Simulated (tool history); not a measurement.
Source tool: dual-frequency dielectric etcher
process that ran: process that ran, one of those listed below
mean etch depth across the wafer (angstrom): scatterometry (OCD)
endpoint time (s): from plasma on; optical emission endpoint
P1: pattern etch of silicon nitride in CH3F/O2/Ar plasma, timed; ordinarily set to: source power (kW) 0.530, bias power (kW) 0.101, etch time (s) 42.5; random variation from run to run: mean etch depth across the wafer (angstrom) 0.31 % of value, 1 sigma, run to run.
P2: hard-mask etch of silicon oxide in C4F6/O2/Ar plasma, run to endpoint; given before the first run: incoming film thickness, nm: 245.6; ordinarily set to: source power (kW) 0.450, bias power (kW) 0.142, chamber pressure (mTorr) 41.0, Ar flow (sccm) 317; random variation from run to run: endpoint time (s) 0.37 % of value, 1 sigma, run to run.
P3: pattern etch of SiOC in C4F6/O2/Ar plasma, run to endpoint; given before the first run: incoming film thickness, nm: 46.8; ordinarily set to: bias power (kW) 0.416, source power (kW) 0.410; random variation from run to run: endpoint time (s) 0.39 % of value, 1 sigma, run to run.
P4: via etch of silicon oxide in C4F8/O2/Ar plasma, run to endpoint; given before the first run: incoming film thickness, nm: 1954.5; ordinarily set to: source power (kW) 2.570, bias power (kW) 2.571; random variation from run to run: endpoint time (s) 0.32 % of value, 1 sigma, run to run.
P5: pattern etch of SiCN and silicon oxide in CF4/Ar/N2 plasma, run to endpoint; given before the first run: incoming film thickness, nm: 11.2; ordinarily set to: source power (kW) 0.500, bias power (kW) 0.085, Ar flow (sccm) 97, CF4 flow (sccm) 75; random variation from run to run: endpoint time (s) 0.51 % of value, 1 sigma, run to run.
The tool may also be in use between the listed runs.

| run | hour | process that ran | source power (kW) | bias power (kW) | etch time (s) | Ar flow (sccm) | CF4 flow (sccm) | chamber pressure (mTorr) | mean etch depth across the wafer (angstrom) | endpoint time (s) |
|---|---|---|---|---|---|---|---|---|---|---|
| 1 | 8.7 | P1 | 0.530 | 0.101 | 42.5 |  |  |  | 388.13 |  |
| 2 | 15.9 | P3 | 0.410 | 0.297 |  |  |  |  |  | 18.789 |
| 3 | 22.7 | P3 | 0.260 | 0.416 |  |  |  |  |  | 19.765 |
| 4 | 31.7 | P5 | 0.500 | 0.085 |  | 120 | 75 |  |  | 11.597 |
| 5 | 38.0 | P4 | 2.570 | 2.571 |  |  |  |  |  | 326.620 |
| 6 | 43.7 | P1 | 0.530 | 0.101 | 42.5 |  |  |  | 386.94 |  |
| 7 | 52.8 | P2 | 0.290 | 0.142 |  | 317 |  | 41.0 |  | 99.693 |
| 8 | 59.1 | P5 | 0.500 | 0.085 |  | 97 | 75 |  |  | 11.283 |
| 9 | 66.9 | P5 | 0.330 | 0.085 |  | 97 | 75 |  |  | 16.023 |
| 10 | 76.6 | P2 | 0.450 | 0.142 |  | 254 |  | 41.0 |  | 81.581 |
| 11 | 83.2 | P2 | 0.450 | 0.142 |  | 317 |  | 41.0 |  | 84.390 |
| 12 | 89.6 | P1 | 0.530 | 0.101 | 62.0 |  |  |  | 562.62 |  |
| 13 | 97.9 | P1 | 0.530 | 0.101 | 42.5 |  |  |  | 386.07 |  |
| 14 | 105.2 | P2 | 0.450 | 0.142 |  | 317 |  | 55.5 |  | 87.020 |
| 15 | 112.9 | P1 | 0.530 | 0.077 | 26.5 |  |  |  | 219.32 |  |
| 16 | 118.9 | P2 | 0.450 | 0.142 |  | 317 |  | 41.0 |  | 84.459 |
| 17 | 125.0 | P4 | 2.570 | 2.571 |  |  |  |  |  | 326.720 |
| 18 | 133.4 | P1 | 0.630 | 0.120 | 42.5 |  |  |  | 437.69 |  |
| 19 | 143.3 | P1 | 0.370 | 0.101 | 42.5 |  |  |  | 336.83 |  |
| 20 | 151.8 | P5 | 0.500 | 0.052 |  | 97 | 75 |  |  | 13.162 |
| 21 | 159.5 | P1 | 0.530 | 0.121 | 42.5 |  |  |  | 410.51 |  |

Run 22, settings as shown, results not yet in. Your forecast:
| 22 | 164.9 | P1 | 0.530 | 0.101 | 42.5 |  |  |  | ? |  |

mean etch depth across the wafer (angstrom): 384.62
